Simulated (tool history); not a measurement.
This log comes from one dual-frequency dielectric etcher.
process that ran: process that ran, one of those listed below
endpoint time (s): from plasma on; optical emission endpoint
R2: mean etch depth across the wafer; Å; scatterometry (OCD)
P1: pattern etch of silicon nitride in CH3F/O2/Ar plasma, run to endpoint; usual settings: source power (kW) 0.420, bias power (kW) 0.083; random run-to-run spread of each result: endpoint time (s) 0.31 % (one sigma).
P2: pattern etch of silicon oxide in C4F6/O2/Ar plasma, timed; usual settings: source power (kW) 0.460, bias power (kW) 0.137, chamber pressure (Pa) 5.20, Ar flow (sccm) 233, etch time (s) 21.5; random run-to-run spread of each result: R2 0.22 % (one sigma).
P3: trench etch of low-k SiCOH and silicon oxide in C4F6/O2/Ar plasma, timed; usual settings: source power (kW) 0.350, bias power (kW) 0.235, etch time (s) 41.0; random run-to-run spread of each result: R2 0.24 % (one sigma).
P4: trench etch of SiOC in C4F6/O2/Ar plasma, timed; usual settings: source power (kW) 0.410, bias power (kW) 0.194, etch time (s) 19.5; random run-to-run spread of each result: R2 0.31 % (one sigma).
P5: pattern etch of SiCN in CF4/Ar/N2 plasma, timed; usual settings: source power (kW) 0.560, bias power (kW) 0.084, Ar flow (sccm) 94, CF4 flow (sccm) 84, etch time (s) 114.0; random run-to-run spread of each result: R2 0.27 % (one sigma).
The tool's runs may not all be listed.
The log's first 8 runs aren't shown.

run 9 hour=87.0 | process_that_ran=P4 source_power_(kW)=0.410 bias_power_(kW)=0.194 etch_time_(s)=19.5 | R2=421.08
run 10 hour=101.7 | process_that_ran=P5 source_power_(kW)=0.560 bias_power_(kW)=0.108 Ar_flow_(sccm)=94 etch_time_(s)=114.0 CF4_flow_(sccm)=84 | R2=1387.40
run 11 hour=110.3 | process_that_ran=P1 source_power_(kW)=0.420 bias_power_(kW)=0.083 | endpoint_time_(s)=74.324
run 12 hour=123.3 | process_that_ran=P1 source_power_(kW)=0.490 bias_power_(kW)=0.083 | endpoint_time_(s)=70.162
run 13 hour=132.8 | process_that_ran=P1 source_power_(kW)=0.280 bias_power_(kW)=0.059 | endpoint_time_(s)=97.625
run 14 hour=141.4 | process_that_ran=P1 source_power_(kW)=0.420 bias_power_(kW)=0.083 | endpoint_time_(s)=74.647
run 15 hour=150.4 | process_that_ran=P3 source_power_(kW)=0.350 bias_power_(kW)=0.235 etch_time_(s)=41.0 | R2=1371.60
run 16 hour=160.4 | process_that_ran=P1 source_power_(kW)=0.420 bias_power_(kW)=0.083 | endpoint_time_(s)=73.958
run 17 hour=170.4 | process_that_ran=P5 source_power_(kW)=0.560 bias_power_(kW)=0.084 Ar_flow_(sccm)=94 etch_time_(s)=114.0 CF4_flow_(sccm)=116 | R2=1327.00
run 18 hour=182.7 | process_that_ran=P5 source_power_(kW)=0.340 bias_power_(kW)=0.084 Ar_flow_(sccm)=94 etch_time_(s)=114.0 CF4_flow_(sccm)=84 | R2=817.98
run 19 hour=195.4 | process_that_ran=P3 source_power_(kW)=0.350 bias_power_(kW)=0.235 etch_time_(s)=41.0 | R2=1379.30
run 20 hour=210.0 | process_that_ran=P2 source_power_(kW)=0.460 bias_power_(kW)=0.137 chamber_pressure_(Pa)=6.73 Ar_flow_(sccm)=233 etch_time_(s)=21.5 | R2=643.71
run 21 hour=220.5 | process_that_ran=P2 source_power_(kW)=0.460 bias_power_(kW)=0.103 chamber_pressure_(Pa)=5.20 Ar_flow_(sccm)=233 etch_time_(s)=21.5 | R2=610.76
run 22 hour=228.2 | process_that_ran=P3 source_power_(kW)=0.350 bias_power_(kW)=0.318 etch_time_(s)=41.0 | R2=1528.30
run 23 hour=235.4 | process_that_ran=P4 source_power_(kW)=0.410 bias_power_(kW)=0.194 etch_time_(s)=19.5 | R2=421.60
run 24 hour=243.3 | process_that_ran=P3 source_power_(kW)=0.240 bias_power_(kW)=0.235 etch_time_(s)=41.0 | R2=1195.10
run 25 hour=256.3 | process_that_ran=P4 source_power_(kW)=0.260 bias_power_(kW)=0.194 etch_time_(s)=19.5 | R2=353.80
run 26 hour=263.9 | process_that_ran=P4 source_power_(kW)=0.410 bias_power_(kW)=0.194 etch_time_(s)=13.5 | R2=291.77
run 27 hour=270.4 | process_that_ran=P1 source_power_(kW)=0.420 bias_power_(kW)=0.064 | endpoint_time_(s)=81.348
run 28 hour=280.2 | process_that_ran=P2 source_power_(kW)=0.460 bias_power_(kW)=0.137 chamber_pressure_(Pa)=5.20 Ar_flow_(sccm)=233 etch_time_(s)=21.5 | R2=662.59
run 29 hour=286.7 | process_that_ran=P1 source_power_(kW)=0.420 bias_power_(kW)=0.083 | endpoint_time_(s)=74.068
run 30 hour=293.8 | process_that_ran=P2 source_power_(kW)=0.460 bias_power_(kW)=0.137 chamber_pressure_(Pa)=5.20 Ar_flow_(sccm)=233 etch_time_(s)=21.5 | R2=664.54
run 31 hour=305.5 | process_that_ran=P3 source_power_(kW)=0.350 bias_power_(kW)=0.235 etch_time_(s)=32.0 | R2=1070.10
run 32 hour=320.2 | process_that_ran=P2 source_power_(kW)=0.630 bias_power_(kW)=0.137 chamber_pressure_(Pa)=5.20 Ar_flow_(sccm)=233 etch_time_(s)=21.5 | R2=750.57
run 33 hour=333.3 | process_that_ran=P4 source_power_(kW)=0.410 bias_power_(kW)=0.115 etch_time_(s)=19.5 | R2=359.21

Forecast run 34:
run 34 hour=341.2 | process_that_ran=P2 source_power_(kW)=0.460 bias_power_(kW)=0.137 chamber_pressure_(Pa)=5.20 Ar_flow_(sccm)=160 etch_time_(s)=21.5 | R2=?

{"run 34": {"R2": 692.15}}
